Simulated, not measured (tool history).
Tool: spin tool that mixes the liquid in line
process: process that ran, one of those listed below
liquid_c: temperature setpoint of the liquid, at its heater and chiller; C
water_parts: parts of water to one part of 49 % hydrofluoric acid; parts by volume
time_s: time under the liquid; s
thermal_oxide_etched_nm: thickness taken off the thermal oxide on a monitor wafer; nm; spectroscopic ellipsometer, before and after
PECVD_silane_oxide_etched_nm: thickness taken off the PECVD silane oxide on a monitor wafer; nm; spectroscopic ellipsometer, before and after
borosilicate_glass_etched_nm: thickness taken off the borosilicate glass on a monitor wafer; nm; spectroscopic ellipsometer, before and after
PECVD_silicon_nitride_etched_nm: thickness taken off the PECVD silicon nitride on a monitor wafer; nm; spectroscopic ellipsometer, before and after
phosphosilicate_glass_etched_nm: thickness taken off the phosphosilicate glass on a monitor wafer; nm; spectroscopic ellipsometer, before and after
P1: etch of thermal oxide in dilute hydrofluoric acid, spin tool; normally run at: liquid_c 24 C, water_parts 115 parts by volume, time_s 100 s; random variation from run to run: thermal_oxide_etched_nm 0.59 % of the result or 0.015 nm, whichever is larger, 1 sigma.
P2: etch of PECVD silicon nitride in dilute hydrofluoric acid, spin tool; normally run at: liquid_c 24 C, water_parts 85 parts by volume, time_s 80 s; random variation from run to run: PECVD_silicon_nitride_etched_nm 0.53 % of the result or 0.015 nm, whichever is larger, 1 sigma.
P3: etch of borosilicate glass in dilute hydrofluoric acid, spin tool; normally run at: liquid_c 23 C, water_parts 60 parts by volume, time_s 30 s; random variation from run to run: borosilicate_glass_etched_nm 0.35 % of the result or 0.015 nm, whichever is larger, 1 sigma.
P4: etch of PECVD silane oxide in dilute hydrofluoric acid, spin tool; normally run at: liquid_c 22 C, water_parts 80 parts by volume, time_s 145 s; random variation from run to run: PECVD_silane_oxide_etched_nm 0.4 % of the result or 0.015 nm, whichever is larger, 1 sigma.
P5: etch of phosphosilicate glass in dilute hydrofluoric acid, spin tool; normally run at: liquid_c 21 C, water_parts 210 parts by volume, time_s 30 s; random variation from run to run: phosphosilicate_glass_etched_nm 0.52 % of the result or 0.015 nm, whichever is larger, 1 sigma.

run	hour	process	liquid_c	water_parts	time_s	hours since the thermometer was replaced	hours since the hydrofluoric acid flow meter was replaced	thermal_oxide_etched_nm	PECVD_silane_oxide_etched_nm	borosilicate_glass_etched_nm	PECVD_silicon_nitride_etched_nm	phosphosilicate_glass_etched_nm
1	4	P1	24	115	100	457.1	801.6	3.9398				
2	7.3	P4	28.5	80	145	460.4	804.9		67.63			
3	12.8	P4	22	80	145	465.9	810.4		52.225			
4	17.6	P1	24	115	100	470.7	815.2	3.9667				
5	21.8	P3	23	85	30	474.9	819.4			10.731		
6	25.9	P2	24	85	125	479	823.5				8.4671	
7	32.5	P1	24	115	100	485.6	830.1	3.9349				
8	36.1	P4	22	80	215	489.2	833.7		77.889			
9	41.3	P2	17	85	80	494.4	838.9				3.3519	
10	47.2	P2	24	35	80	500.3	844.8				13.018	
11	51.1	P1	24	180	185	504.2	848.7	4.3343				
12	56.6	P4	22	35	145	509.7	854.2		126.43			
13	61.4	P5	21	210	30	514.5	859					11.899
14	68.3	P1	24	115	100	521.4	865.9	3.9661				
15	74.5	P1	24	20	100	527.6	872.1	25.741				
16	80.4	P1	24	115	100	533.5	878	3.9864				
17	86.8	P1	17	115	100	539.9	884.4	2.984				
18	90.4	P5	28	210	30	543.5	888					15.485
19	93.9	P3	23	60	15	547	891.5			7.8261		
20	96.9	P2	24	85	80	550	894.5				5.4162	
21	102.3	P1	32	115	100	555.4	899.9	5.347				
22	106.9	P4	22	80	145	560	904.5		52.438			
23	113.3	P3	17	60	30	566.4	910.9			12.155		
24	116.7	P1	24	115	100	569.8	914.3	3.9763				
25	121.9	P3	23	60	30	575	919.5			15.686		
26	127.8	P1	24	115	100	580.9	925.4	3.9362				
27	131	P2	24	85	80	584.1	928.6				5.4692	
28	138	P1	24	115	35	591.1	935.6	1.354				
29	144.9	P1	24	115	185	598	942.5	7.3946				
30	151.3	P5	21	210	45	604.4	948.9					17.936
31	155.5	P1	24	200	100	608.6	953.1	2.0737				
32	161.6	P5	21	95	30	614.7	959.2					30.179
33	168	P1	24	115	100	621.1	965.6	4.0002				
34	173.9	P1	24	115	100	627	971.5	3.8359				
35	178.4	P1	24	115	100	631.5	976	3.7683				
36	183.5	P1	24	115	100	636.6	981.1	3.725				
37	187.5	P1	24	115	100	640.6	985.1	3.7107				
38	192.9	P1	24	115	100	646	990.5	3.7225				
39	198.3	P1	24	115	100	651.4	995.9	3.6592				
40	201.8	P1	24	115	100	654.9	999.4	3.6397				
41	206.2	P1	24	115	100	659.3	1003.8	3.6734				
42	212.8	P1	24	115	100	665.9	1010.4	3.6616				

What P1 gives has crept away from where it was. These 2 causes fit the log equally well, each at the size given:
A: liquid colder than its thermometer reads (K) = 1.99
B: hydrofluoric acid flow below the setpoint (%) = 6.64
The creep began at about hour 168.

4 check runs are offered, one wafer each, their results left as question marks. Which one tells the causes apart?
check 1	219.4	P3	23	60	30					?		
check 2	219.4	P4	22	80	145				?			
check 3	219.4	P5	21	210	30							?
check 4	219.4	P2	24	85	80						?	

What each check would give under each cause:
check	result	if A	if B
check 1	borosilicate_glass_etched_nm	14.393	14.514
check 2	PECVD_silane_oxide_etched_nm	48.289	48.606
check 3	phosphosilicate_glass_etched_nm	11.111	11.033
check 4	PECVD_silicon_nitride_etched_nm	4.7571	5.078
How far apart the two closest causes lie, in the result that separates them most: check 1 0.84 %; check 2 0.66 %; check 3 0.71 %; check 4 6.53 %
Only check 4 tells the causes apart: in the others they would give nearly the same result.

Check 4 was then run and gave: PECVD_silicon_nitride_etched_nm 4.7524 nm. Which cause is it?

It is A: liquid colder than its thermometer reads (K).
